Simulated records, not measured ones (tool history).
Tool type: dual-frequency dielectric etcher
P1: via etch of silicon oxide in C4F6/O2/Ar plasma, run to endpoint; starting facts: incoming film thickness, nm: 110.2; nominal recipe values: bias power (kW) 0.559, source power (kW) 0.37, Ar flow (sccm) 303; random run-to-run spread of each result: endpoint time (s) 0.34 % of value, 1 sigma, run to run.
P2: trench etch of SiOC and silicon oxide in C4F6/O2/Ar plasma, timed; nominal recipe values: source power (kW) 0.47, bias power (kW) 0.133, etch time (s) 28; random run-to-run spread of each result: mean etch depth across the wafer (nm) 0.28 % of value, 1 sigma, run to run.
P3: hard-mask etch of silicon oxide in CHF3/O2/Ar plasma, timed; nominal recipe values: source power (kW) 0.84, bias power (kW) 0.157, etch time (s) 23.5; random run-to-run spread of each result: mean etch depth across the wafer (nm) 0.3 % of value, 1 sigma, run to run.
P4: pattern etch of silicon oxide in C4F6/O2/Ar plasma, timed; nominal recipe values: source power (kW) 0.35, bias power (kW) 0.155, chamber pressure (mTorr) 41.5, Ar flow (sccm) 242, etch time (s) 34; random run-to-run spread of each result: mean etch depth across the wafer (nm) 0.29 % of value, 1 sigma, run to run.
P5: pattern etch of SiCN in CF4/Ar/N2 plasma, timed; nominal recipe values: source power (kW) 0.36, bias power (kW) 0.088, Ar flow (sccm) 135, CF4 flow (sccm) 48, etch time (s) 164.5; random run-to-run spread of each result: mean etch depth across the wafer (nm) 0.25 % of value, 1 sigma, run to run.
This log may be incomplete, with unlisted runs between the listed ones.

| run | hour | process that ran | bias power (kW) | source power (kW) | Ar flow (sccm) | etch time (s) | chamber pressure (mTorr) | CF4 flow (sccm) | endpoint time (s) | mean etch depth across the wafer (nm) |
|---|---|---|---|---|---|---|---|---|---|---|
| 1 | 4.6 | P1 | 0.559 | 0.37 | 303 |  |  |  | 23.988 |  |
| 2 | 10.2 | P3 | 0.157 | 0.84 |  | 23.5 |  |  |  | 50.542 |
| 3 | 17.3 | P1 | 0.559 | 0.37 | 303 |  |  |  | 23.976 |  |
| 4 | 25.2 | P4 | 0.155 | 0.35 | 242 | 34 | 41.5 |  |  | 95.869 |
| 5 | 34.2 | P5 | 0.088 | 0.23 | 135 | 164.5 |  | 48 |  | 78.311 |
| 6 | 41.6 | P1 | 0.559 | 0.37 | 303 |  |  |  | 23.959 |  |
| 7 | 46.6 | P4 | 0.09 | 0.35 | 242 | 34 | 41.5 |  |  | 81.689 |
| 8 | 55.6 | P2 | 0.133 | 0.47 |  | 28 |  |  |  | 52.451 |
| 9 | 63.1 | P2 | 0.101 | 0.47 |  | 28 |  |  |  | 48.638 |
| 10 | 67.4 | P2 | 0.133 | 0.47 |  | 28 |  |  |  | 52.572 |
| 11 | 75.3 | P5 | 0.088 | 0.36 | 135 | 164.5 |  | 30 |  | 107.37 |
| 12 | 80.4 | P1 | 0.358 | 0.37 | 205 |  |  |  | 26.969 |  |
| 13 | 88.5 | P4 | 0.155 | 0.35 | 242 | 23.5 | 41.5 |  |  | 66.188 |
| 14 | 97.6 | P1 | 0.559 | 0.22 | 303 |  |  |  | 28.919 |  |
| 15 | 105.3 | P1 | 0.559 | 0.37 | 303 |  |  |  | 23.958 |  |
| 16 | 114.3 | P4 | 0.155 | 0.35 | 242 | 34 | 26 |  |  | 101.08 |
| 17 | 119.6 | P5 | 0.088 | 0.36 | 191 | 164.5 |  | 48 |  | 109.5 |
| 18 | 125.4 | P3 | 0.157 | 0.84 |  | 13.5 |  |  |  | 29.057 |
| 19 | 130.7 | P1 | 0.774 | 0.37 | 303 |  |  |  | 21.121 |  |
| 20 | 137.9 | P4 | 0.155 | 0.47 | 242 | 34 | 41.5 |  |  | 107.19 |
| 21 | 146.4 | P4 | 0.155 | 0.35 | 242 | 34 | 41.5 |  |  | 95.632 |
|  | 147.2 | bias power generator calibrated |
| 22 | 151.2 | P5 | 0.088 | 0.36 | 135 | 164.5 |  | 48 |  | 115.07 |
| 23 | 158.2 | P3 | 0.203 | 0.84 |  | 23.5 |  |  |  | 54.791 |
|  | 163 | source power generator calibrated |
| 24 | 165.8 | P5 | 0.071 | 0.36 | 135 | 164.5 |  | 48 |  | 105.22 |
| 25 | 171.6 | P1 | 0.559 | 0.5 | 303 |  |  |  | 21.398 |  |
| 26 | 176.2 | P3 | 0.157 | 0.51 |  | 23.5 |  |  |  | 41.711 |
| 27 | 181.1 | P5 | 0.088 | 0.36 | 135 | 164.5 |  | 48 |  | 114.79 |
| 28 | 187.2 | P3 | 0.157 | 0.84 |  | 23.5 |  |  |  | 50.381 |
| 29 | 191.9 | P2 | 0.133 | 0.3 |  | 28 |  |  |  | 44.062 |
| 30 | 197.2 | P5 | 0.088 | 0.36 | 135 | 226.5 |  | 48 |  | 159.03 |
| 31 | 203.9 | P1 | 0.559 | 0.37 | 303 |  |  |  | 23.983 |  |
| 32 | 212.2 | P4 | 0.155 | 0.35 | 187 | 34 | 41.5 |  |  | 98.04 |
| 33 | 219.6 | P1 | 0.38 | 0.37 | 303 |  |  |  | 27.618 |  |
| 34 | 225.5 | P2 | 0.133 | 0.47 |  | 21.5 |  |  |  | 40.013 |
| 35 | 232.3 | P1 | 0.559 | 0.37 | 303 |  |  |  | 23.972 |  |
| 36 | 238.7 | P1 | 0.559 | 0.37 | 219 |  |  |  | 23.174 |  |
| 37 | 247.6 | P1 | 0.559 | 0.37 | 422 |  |  |  | 24.887 |  |
| 38 | 256.3 | P1 | 0.559 | 0.37 | 303 |  |  |  | 23.779 |  |
| 39 | 265.5 | P1 | 0.559 | 0.37 | 303 |  |  |  | 23.645 |  |
| 40 | 274.3 | P1 | 0.559 | 0.37 | 303 |  |  |  | 23.591 |  |
|  | 277.8 | wet clean of the chamber |
| 41 | 278.4 | P1 | 0.559 | 0.37 | 303 |  |  |  | 23.634 |  |
| 42 | 284.5 | P1 | 0.559 | 0.37 | 303 |  |  |  | 23.368 |  |
|  | 287 | Ar flow controller replaced |
| 43 | 293.3 | P1 | 0.559 | 0.37 | 303 |  |  |  | 23.558 |  |
| 44 | 302.4 | P1 | 0.559 | 0.37 | 303 |  |  |  | 23.669 |  |

P1 no longer gives what it gave before; its output has crept away from where it was. The following 2 causes, each at its listed size, fit the log equally well:
A: source power that arrives over what is set, % = 4.74
B: bias power that arrives over what is set, % = 4.54
Onset of the creep was near hour 256.3.
What rules out each remaining cause:
chamber walls in a state that raises the etch rate, %: serviced at hour 277.8, which brought nothing back
Ar flow that arrives under what is set, %: serviced at hour 287, which brought nothing back

Consider the 4 single-wafer check runs listed below, results given as question marks: which one distinguishes between the causes by giving clearly different results for each?
| check 1 | 311.5 | P3 | 0.198 | 0.84 |  | 17.5 |  |  |  | ? |
| check 2 | 311.5 | P5 | 0.088 | 0.3 | 135 | 164.5 |  | 48 |  | ? |
| check 3 | 311.5 | P2 | 0.133 | 0.33 |  | 28 |  |  |  | ? |
| check 4 | 311.5 | P4 | 0.155 | 0.35 | 203 | 34 | 26 |  |  | ? |

Predicted outcomes, by check and by cause:
| check | result | if A | if B |
|---|---|---|---|
| check 1 | mean etch depth across the wafer (nm) | 41.323 | 41.207 |
| check 2 | mean etch depth across the wafer (nm) | 102.33 | 100.14 |
| check 3 | mean etch depth across the wafer (nm) | 46.478 | 46.25 |
| check 4 | mean etch depth across the wafer (nm) | 104.68 | 104.22 |
Smallest distance between any two causes, each pair judged by its most separating result, in per cent: check 1 0.28 %; check 2 2.16 %; check 3 0.49 %; check 4 0.44 %
Only in check 2 would the causes give clearly different results; in the remaining checks their results would be nearly the same.

With check 2 done, the readings were: mean etch depth across the wafer (nm) 102.03. Identify which of the listed causes applies.

It is A: source power that arrives over what is set, %.
